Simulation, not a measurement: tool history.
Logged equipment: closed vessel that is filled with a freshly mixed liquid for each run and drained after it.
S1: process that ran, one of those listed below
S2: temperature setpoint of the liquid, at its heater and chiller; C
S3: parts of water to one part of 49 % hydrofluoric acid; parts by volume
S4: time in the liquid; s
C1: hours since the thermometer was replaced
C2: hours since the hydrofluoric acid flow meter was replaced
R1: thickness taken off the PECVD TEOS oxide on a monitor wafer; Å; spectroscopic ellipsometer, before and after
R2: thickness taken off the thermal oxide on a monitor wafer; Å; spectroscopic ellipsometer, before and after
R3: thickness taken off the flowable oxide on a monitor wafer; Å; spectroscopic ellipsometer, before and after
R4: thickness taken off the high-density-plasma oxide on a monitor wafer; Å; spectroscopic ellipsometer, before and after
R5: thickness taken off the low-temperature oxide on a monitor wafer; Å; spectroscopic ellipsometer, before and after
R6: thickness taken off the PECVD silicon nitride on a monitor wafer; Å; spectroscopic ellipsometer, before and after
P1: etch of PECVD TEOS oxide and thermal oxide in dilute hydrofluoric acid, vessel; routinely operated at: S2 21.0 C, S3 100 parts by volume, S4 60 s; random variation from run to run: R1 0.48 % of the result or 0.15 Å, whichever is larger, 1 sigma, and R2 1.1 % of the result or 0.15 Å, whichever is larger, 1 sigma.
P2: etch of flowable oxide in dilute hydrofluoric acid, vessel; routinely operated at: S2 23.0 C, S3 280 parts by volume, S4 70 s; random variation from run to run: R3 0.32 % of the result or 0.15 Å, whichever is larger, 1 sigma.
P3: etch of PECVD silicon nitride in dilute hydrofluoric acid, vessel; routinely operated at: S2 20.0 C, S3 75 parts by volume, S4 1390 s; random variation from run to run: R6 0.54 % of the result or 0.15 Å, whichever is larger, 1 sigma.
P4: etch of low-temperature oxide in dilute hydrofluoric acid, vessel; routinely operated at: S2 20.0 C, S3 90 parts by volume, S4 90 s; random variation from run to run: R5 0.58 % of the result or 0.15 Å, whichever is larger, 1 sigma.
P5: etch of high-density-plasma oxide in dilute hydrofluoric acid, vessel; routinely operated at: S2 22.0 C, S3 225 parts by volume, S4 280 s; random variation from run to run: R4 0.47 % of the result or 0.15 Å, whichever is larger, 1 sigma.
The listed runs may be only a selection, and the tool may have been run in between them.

run,hour,S1,S2,S3,S4,C1,C2,R1,R2,R3,R4,R5,R6
1,9.2,P1,21.0,100,60,1758.0,1431.1,94.261,25.0290,,,,
2,16.4,P1,17.0,100,60,1765.2,1438.3,80.161,20.4220,,,,
3,30.8,P2,23.0,55,70,1779.6,1452.7,,,499.240,,,
4,42.8,P1,21.0,100,95,1791.6,1464.7,149.390,39.0010,,,,
5,50.7,P1,21.0,100,60,1799.5,1472.6,94.823,24.2570,,,,
6,61.9,P1,21.0,100,60,1810.7,1483.8,95.806,24.7090,,,,
7,70.8,P1,21.0,170,60,1819.6,1492.7,52.127,13.6260,,,,
8,86.0,P1,21.0,100,60,1834.8,1507.9,94.381,24.4810,,,,
9,94.6,P2,23.0,280,30,1843.4,1516.5,,,32.795,,,
10,109.5,P5,22.0,225,445,1858.3,1531.4,,,,91.207,,
11,117.5,P4,17.0,90,90,1866.3,1539.4,,,,,211.43,
12,127.6,P1,21.0,140,90,1876.4,1549.5,97.498,25.1900,,,,
13,138.7,P2,23.0,280,70,1887.5,1560.6,,,75.942,,,
14,153.2,P1,26.5,100,60,1902.0,1575.1,118.970,30.4340,,,,
15,163.7,P5,22.0,80,280,1912.5,1585.6,,,,190.540,,
16,174.9,P3,20.0,75,1390,1923.7,1596.8,,,,,,529.01
# hour 175.7: thermometer replaced
17,183.2,P3,20.0,75,2360,7.6,1605.1,,,,,,895.32
18,194.4,P4,20.0,90,145,18.8,1616.3,,,,,380.82,
19,202.1,P2,17.0,280,70,26.5,1624.0,,,61.010,,,
20,209.8,P4,20.0,25,90,34.2,1631.7,,,,,922.24,
21,223.1,P4,20.0,90,90,47.5,1645.0,,,,,236.79,
22,231.1,P3,25.5,75,1390,55.5,1653.0,,,,,,765.06
23,242.8,P3,20.0,75,1390,67.2,1664.7,,,,,,526.55
24,256.4,P1,21.0,65,100,80.8,1678.3,253.490,65.4230,,,,
25,270.8,P1,21.0,100,30,95.2,1692.7,47.994,12.3130,,,,
26,281.1,P1,21.0,50,60,105.5,1703.0,199.370,52.2490,,,,
27,292.1,P4,20.0,90,90,116.5,1714.0,,,,,237.75,
28,302.6,P5,17.0,225,280,127.0,1724.5,,,,47.407,,
29,317.9,P1,21.0,165,30,142.3,1739.8,26.597,7.1582,,,,
30,328.1,P5,22.0,225,280,152.5,1750.0,,,,57.777,,

The next listed run, before its measurement:
31,339.5,P3,20.0,140,1390,163.9,1761.4,,,,,,?

R6: 288.73 Å
